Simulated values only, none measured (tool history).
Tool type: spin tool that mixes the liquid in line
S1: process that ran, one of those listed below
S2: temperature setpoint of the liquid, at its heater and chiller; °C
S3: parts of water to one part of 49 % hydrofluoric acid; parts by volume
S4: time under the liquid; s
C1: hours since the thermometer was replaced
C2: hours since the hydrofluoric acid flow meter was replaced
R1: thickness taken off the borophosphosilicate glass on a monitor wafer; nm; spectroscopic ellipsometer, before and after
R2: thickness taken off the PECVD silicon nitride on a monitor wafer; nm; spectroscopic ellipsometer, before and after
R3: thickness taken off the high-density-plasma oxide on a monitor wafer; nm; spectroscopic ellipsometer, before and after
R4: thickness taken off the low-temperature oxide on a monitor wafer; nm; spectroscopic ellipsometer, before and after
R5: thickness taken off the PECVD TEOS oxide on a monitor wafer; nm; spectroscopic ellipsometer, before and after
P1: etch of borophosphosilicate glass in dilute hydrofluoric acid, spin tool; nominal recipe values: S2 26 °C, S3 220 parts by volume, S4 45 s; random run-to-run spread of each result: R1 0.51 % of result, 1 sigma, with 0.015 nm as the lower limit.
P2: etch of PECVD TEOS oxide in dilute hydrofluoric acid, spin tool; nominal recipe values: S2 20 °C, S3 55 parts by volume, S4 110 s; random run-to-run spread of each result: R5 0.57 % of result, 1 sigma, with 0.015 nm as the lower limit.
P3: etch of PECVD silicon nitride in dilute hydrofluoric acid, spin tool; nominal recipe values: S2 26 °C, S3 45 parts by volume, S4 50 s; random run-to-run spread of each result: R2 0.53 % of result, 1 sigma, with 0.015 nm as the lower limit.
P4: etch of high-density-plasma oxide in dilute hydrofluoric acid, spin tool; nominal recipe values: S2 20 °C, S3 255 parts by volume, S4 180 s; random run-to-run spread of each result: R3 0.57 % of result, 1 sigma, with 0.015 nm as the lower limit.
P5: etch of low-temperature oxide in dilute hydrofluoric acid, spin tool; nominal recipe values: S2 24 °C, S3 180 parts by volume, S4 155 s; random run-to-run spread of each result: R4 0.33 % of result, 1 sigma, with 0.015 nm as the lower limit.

Run 1, hour 6.3: S1 P1, S2 26 °C, S3 220 parts by volume, S4 45 s; C1 1408.9; C2 464.8. Result: R1 8.4631 nm.
Run 2, hour 14.2: S1 P3, S2 26 °C, S3 45 parts by volume, S4 75 s; C1 1416.8; C2 472.7. Result: R2 9.1505 nm.
Run 3, hour 20.1: S1 P1, S2 26 °C, S3 220 parts by volume, S4 45 s; C1 1422.7; C2 478.6. Result: R1 8.4154 nm.
Run 4, hour 24.3: S1 P4, S2 20 °C, S3 95 parts by volume, S4 180 s; C1 1426.9; C2 482.8. Result: R3 13.102 nm.
Run 5, hour 29.6: S1 P1, S2 26 °C, S3 220 parts by volume, S4 15 s; C1 1432.2; C2 488.1. Result: R1 2.7687 nm.
At hour 33.6: thermometer replaced.
Run 6, hour 37.4: S1 P1, S2 26 °C, S3 220 parts by volume, S4 45 s; C1 3.8; C2 495.9. Result: R1 8.3019 nm.
Run 7, hour 42.7: S1 P5, S2 24 °C, S3 180 parts by volume, S4 290 s; C1 9.1; C2 501.2. Result: R4 28.942 nm.
Run 8, hour 48.6: S1 P4, S2 20 °C, S3 255 parts by volume, S4 365 s; C1 15; C2 507.1. Result: R3 8.4089 nm.
Run 9, hour 53: S1 P2, S2 20 °C, S3 55 parts by volume, S4 15 s; C1 19.4; C2 511.5. Result: R5 3.276 nm.
Run 10, hour 57.7: S1 P1, S2 26 °C, S3 220 parts by volume, S4 45 s; C1 24.1; C2 516.2. Result: R1 8.4043 nm.
Run 11, hour 65: S1 P1, S2 26 °C, S3 220 parts by volume, S4 45 s; C1 31.4; C2 523.5. Result: R1 8.4026 nm.
Run 12, hour 72.5: S1 P1, S2 26 °C, S3 330 parts by volume, S4 45 s; C1 38.9; C2 531. Result: R1 5.0331 nm.
Run 13, hour 77.1: S1 P5, S2 24 °C, S3 180 parts by volume, S4 155 s; C1 43.5; C2 535.6. Result: R4 15.467 nm.
Run 14, hour 82.2: S1 P1, S2 20.5 °C, S3 220 parts by volume, S4 45 s; C1 48.6; C2 540.7. Result: R1 6.7972 nm.
Run 15, hour 86.8: S1 P4, S2 20 °C, S3 255 parts by volume, S4 180 s; C1 53.2; C2 545.3. Result: R3 4.1573 nm.
Run 16, hour 93.2: S1 P1, S2 32 °C, S3 55 parts by volume, S4 45 s; C1 59.6; C2 551.7. Result: R1 51.682 nm.
Run 17, hour 97.3: S1 P1, S2 26 °C, S3 220 parts by volume, S4 85 s; C1 63.7; C2 555.8. Result: R1 15.694 nm.
Run 18, hour 101.3: S1 P1, S2 30.5 °C, S3 220 parts by volume, S4 45 s; C1 67.7; C2 559.8. Result: R1 9.775 nm.
Run 19, hour 108: S1 P5, S2 24 °C, S3 295 parts by volume, S4 155 s; C1 74.4; C2 566.5. Result: R4 8.356 nm.
Run 20, hour 115.6: S1 P2, S2 20 °C, S3 95 parts by volume, S4 110 s; C1 82; C2 574.1. Result: R5 13.246 nm.
Run 21, hour 124: S1 P2, S2 20 °C, S3 55 parts by volume, S4 110 s; C1 90.4; C2 582.5. Result: R5 23.619 nm.
Run 22, hour 131.9: S1 P4, S2 20 °C, S3 255 parts by volume, S4 180 s; C1 98.3; C2 590.4. Result: R3 4.1462 nm.
Run 23, hour 138.3: S1 P3, S2 26 °C, S3 20 parts by volume, S4 50 s; C1 104.7; C2 596.8. Result: R2 13.345 nm.
Run 24, hour 143: S1 P2, S2 28.5 °C, S3 55 parts by volume, S4 110 s; C1 109.4; C2 601.5. Result: R5 33.912 nm.
Run 25, hour 150.2: S1 P1, S2 26 °C, S3 110 parts by volume, S4 45 s; C1 116.6; C2 608.7. Result: R1 19.027 nm.
Run 26, hour 156.5: S1 P4, S2 17 °C, S3 255 parts by volume, S4 180 s; C1 122.9; C2 615. Result: R3 3.7557 nm.
Run 27, hour 163.5: S1 P3, S2 26 °C, S3 45 parts by volume, S4 50 s; C1 129.9; C2 622. Result: R2 6.1707 nm.
Run 28, hour 172: S1 P1, S2 26 °C, S3 220 parts by volume, S4 45 s; C1 138.4; C2 630.5. Result: R1 8.422 nm.
Run 29, hour 177.2: S1 P3, S2 33 °C, S3 45 parts by volume, S4 50 s; C1 143.6; C2 635.7. Result: R2 9.6083 nm.

Run 30, settings as shown, results not yet in. Your forecast:
Run 30, hour 185.7: S1 P5, S2 32 °C, S3 180 parts by volume, S4 155 s; C1 152.1; C2 644.2. Result: R4 ?.

{"run 30": {"R4": 20.56}}
